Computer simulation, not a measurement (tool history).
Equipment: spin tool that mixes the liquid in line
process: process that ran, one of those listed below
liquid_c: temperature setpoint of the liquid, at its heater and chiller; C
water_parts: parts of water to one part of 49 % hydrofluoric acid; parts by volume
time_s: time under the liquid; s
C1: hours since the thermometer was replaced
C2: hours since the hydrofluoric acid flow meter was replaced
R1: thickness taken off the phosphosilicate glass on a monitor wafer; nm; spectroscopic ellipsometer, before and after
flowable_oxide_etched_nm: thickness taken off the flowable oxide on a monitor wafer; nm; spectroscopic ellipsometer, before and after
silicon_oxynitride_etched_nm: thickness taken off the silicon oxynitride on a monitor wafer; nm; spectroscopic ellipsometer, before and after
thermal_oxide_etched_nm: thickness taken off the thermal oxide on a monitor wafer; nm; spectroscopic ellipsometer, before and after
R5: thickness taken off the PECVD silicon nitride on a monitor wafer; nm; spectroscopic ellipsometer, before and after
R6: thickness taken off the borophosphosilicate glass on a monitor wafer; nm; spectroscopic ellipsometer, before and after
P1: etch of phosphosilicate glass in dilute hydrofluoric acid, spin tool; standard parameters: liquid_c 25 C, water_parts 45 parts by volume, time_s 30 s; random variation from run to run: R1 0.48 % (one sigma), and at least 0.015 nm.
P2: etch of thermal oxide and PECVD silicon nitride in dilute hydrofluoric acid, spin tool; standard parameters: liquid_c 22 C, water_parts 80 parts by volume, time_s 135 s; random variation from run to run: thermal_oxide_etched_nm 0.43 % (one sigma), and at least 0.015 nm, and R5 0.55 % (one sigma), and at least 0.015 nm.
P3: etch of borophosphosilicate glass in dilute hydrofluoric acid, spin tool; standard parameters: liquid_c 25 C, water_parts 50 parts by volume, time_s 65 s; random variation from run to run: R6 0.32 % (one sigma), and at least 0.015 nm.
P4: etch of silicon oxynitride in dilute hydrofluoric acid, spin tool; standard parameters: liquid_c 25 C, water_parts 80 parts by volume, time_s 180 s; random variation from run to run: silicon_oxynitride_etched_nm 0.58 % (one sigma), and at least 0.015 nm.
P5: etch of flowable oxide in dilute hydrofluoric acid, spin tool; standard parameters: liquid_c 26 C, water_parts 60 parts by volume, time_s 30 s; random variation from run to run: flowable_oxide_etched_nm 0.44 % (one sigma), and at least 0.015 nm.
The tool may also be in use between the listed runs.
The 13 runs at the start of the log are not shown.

{"run": 14, "hour": 167.0, "process": "P1", "liquid_c": 25, "water_parts": 45, "time_s": 30, "C1": 576.4, "C2": 1557.3, "R1": 88.049}
{"run": 15, "hour": 176.6, "process": "P3", "liquid_c": 29.5, "water_parts": 50, "time_s": 65, "C1": 586, "C2": 1566.9, "R6": 44.515}
{"run": 16, "hour": 184.8, "process": "P2", "liquid_c": 22, "water_parts": 110, "time_s": 135, "C1": 594.2, "C2": 1575.1, "thermal_oxide_etched_nm": 5.0418, "R5": 3.0555}
{"run": 17, "hour": 200.2, "process": "P4", "liquid_c": 25, "water_parts": 45, "time_s": 180, "C1": 609.6, "C2": 1590.5, "silicon_oxynitride_etched_nm": 6.3608}
{"run": 18, "hour": 208.8, "process": "P3", "liquid_c": 25, "water_parts": 85, "time_s": 65, "C1": 618.2, "C2": 1599.1, "R6": 20.956}
{"run": 19, "hour": 223.4, "process": "P1", "liquid_c": 25, "water_parts": 65, "time_s": 30, "C1": 632.8, "C2": 1613.7, "R1": 58.94}
{"run": 20, "hour": 239.9, "process": "P1", "liquid_c": 25, "water_parts": 45, "time_s": 15, "C1": 649.3, "C2": 1630.2, "R1": 44.405}
{"run": 21, "hour": 248.1, "process": "P1", "liquid_c": 25, "water_parts": 45, "time_s": 30, "C1": 657.5, "C2": 1638.4, "R1": 88.244}
{"run": 22, "hour": 263.1, "process": "P3", "liquid_c": 25, "water_parts": 50, "time_s": 65, "C1": 672.5, "C2": 1653.4, "R6": 37.197}
{"run": 23, "hour": 271.7, "process": "P5", "liquid_c": 26, "water_parts": 25, "time_s": 30, "C1": 681.1, "C2": 1662, "flowable_oxide_etched_nm": 51.41}
{"run": 24, "hour": 286.3, "process": "P3", "liquid_c": 25, "water_parts": 50, "time_s": 65, "C1": 695.7, "C2": 1676.6, "R6": 37.042}
{"run": 25, "hour": 298.3, "process": "P5", "liquid_c": 26, "water_parts": 60, "time_s": 30, "C1": 707.7, "C2": 1688.6, "flowable_oxide_etched_nm": 20.41}
{"run": 26, "hour": 314.3, "process": "P4", "liquid_c": 25, "water_parts": 80, "time_s": 180, "C1": 723.7, "C2": 1704.6, "silicon_oxynitride_etched_nm": 3.4586}
{"hour": 315.5, "done": "thermometer replaced"}
{"run": 27, "hour": 325.2, "process": "P1", "liquid_c": 25, "water_parts": 45, "time_s": 30, "C1": 9.8, "C2": 1715.5, "R1": 88.1}
{"run": 28, "hour": 341.4, "process": "P2", "liquid_c": 22, "water_parts": 80, "time_s": 225, "C1": 26, "C2": 1731.7, "thermal_oxide_etched_nm": 11.92, "R5": 6.9587}
{"run": 29, "hour": 351.7, "process": "P1", "liquid_c": 18, "water_parts": 45, "time_s": 60, "C1": 36.3, "C2": 1742, "R1": 131.98}
{"run": 30, "hour": 366.5, "process": "P1", "liquid_c": 25, "water_parts": 45, "time_s": 30, "C1": 51.1, "C2": 1756.8, "R1": 88.841}
{"run": 31, "hour": 376.6, "process": "P5", "liquid_c": 31, "water_parts": 60, "time_s": 30, "C1": 61.2, "C2": 1766.9, "flowable_oxide_etched_nm": 24.639}

What does the tool deliver on the next run?
{"run": 32, "hour": 393.3, "process": "P1", "liquid_c": 25, "water_parts": 45, "time_s": 30, "C1": 77.9, "C2": 1783.6, "R1": "?"}

R1: 88.621 nm
